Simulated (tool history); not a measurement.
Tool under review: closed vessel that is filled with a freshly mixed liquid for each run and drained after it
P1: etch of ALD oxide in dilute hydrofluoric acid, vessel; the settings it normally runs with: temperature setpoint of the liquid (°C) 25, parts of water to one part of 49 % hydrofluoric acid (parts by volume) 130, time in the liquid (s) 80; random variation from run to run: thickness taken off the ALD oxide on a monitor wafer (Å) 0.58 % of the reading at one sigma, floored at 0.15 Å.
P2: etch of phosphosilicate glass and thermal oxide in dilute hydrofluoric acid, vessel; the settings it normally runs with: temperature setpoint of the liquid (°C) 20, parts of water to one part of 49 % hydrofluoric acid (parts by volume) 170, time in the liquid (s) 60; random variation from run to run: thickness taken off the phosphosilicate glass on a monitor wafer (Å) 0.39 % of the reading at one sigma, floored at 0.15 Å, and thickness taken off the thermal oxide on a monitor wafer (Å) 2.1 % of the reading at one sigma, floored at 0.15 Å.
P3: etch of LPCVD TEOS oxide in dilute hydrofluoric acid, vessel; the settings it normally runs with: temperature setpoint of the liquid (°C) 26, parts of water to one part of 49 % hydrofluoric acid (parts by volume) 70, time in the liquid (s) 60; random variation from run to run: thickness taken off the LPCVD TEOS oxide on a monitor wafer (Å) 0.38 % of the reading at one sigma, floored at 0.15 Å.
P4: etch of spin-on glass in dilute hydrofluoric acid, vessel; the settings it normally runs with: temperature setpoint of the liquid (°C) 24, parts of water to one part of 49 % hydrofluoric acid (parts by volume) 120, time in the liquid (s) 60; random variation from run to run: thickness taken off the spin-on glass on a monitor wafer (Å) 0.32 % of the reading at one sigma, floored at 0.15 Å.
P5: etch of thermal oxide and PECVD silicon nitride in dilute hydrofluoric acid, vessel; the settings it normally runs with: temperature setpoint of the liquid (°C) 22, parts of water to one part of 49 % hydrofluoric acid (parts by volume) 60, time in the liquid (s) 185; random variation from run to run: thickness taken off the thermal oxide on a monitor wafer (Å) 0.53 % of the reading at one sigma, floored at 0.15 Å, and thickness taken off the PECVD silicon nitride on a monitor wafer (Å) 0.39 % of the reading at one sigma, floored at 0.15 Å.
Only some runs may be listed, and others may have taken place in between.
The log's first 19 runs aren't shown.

run   hour  process that ran  temperature setpoint of the liquid (°C)  parts of water to one part of 49 % hydrofluoric acid (parts by volume)  time in the liquid (s)  hours since the thermometer was replaced  hours since the hydrofluoric acid flow meter was replaced  thickness taken off the ALD oxide on a monitor wafer (Å)  thickness taken off the phosphosilicate glass on a monitor wafer (Å)  thickness taken off the thermal oxide on a monitor wafer (Å)  thickness taken off the PECVD silicon nitride on a monitor wafer (Å)  thickness taken off the spin-on glass on a monitor wafer (Å)  thickness taken off the LPCVD TEOS oxide on a monitor wafer (Å)
 20   65.2                P1                                     28.5                                                                     130                      80                                    1253.4                                                       34.7                                                    67.831
 21   67.4                P1                                       25                                                                     130                      80                                    1255.6                                                       36.9                                                    59.758
 22   69.4                P1                                       25                                                                     130                     140                                    1257.6                                                       38.9                                                    103.53
 23   73.4                P2                                       17                                                                     170                      60                                    1261.6                                                       42.9                                                                                                                          510.52                                                        11.177
 24   75.8                P5                                       17                                                                      60                     185                                      1264                                                       45.3                                                                                                                                                                                        119.27                                                                59.606
 25   79.4                P5                                       22                                                                      30                     185                                    1267.6                                                       48.9                                                                                                                                                                                        302.93                                                                163.96
 26   81.3                P5                                       22                                                                      60                     185                                    1269.5                                                       50.8                                                                                                                                                                                        145.12                                                                83.992
 27   85.3                P3                                       26                                                                     125                      60                                    1273.5                                                       54.8                                                                                                                                                                                                                                                                                                                                                                                             100.67
 28   87.7                P1                                       25                                                                     130                      80                                    1275.9                                                       57.2                                                    59.801
 29   90.8                P3                                       19                                                                      70                      60                                      1279                                                       60.3                                                                                                                                                                                                                                                                                                                                                                                             144.81
 30   92.8                P1                                       25                                                                     130                      80                                      1281                                                       62.3                                                    59.566
 31   94.9                P1                                       25                                                                     130                      80                                    1283.1                                                       64.4                                                    58.802
 32   97.5                P1                                       25                                                                     130                      80                                    1285.7                                                         67                                                    60.318
 33  100.6                P1                                       25                                                                     130                      80                                    1288.8                                                       70.1                                                    61.736
 34  103.8                P1                                       25                                                                     130                      80                                      1292                                                       73.3                                                    63.064
 35  107.3                P1                                       25                                                                     130                      80                                    1295.5                                                       76.8                                                    64.182
 36  111.2                P1                                       25                                                                     130                      80                                    1299.4                                                       80.7                                                    63.662

The next listed run, before its measurement:
 37  114.1                P1                                       25                                                                     130                      80                                    1302.3                                                       83.6                                                         ?

thickness taken off the ALD oxide on a monitor wafer (Å): 63.63

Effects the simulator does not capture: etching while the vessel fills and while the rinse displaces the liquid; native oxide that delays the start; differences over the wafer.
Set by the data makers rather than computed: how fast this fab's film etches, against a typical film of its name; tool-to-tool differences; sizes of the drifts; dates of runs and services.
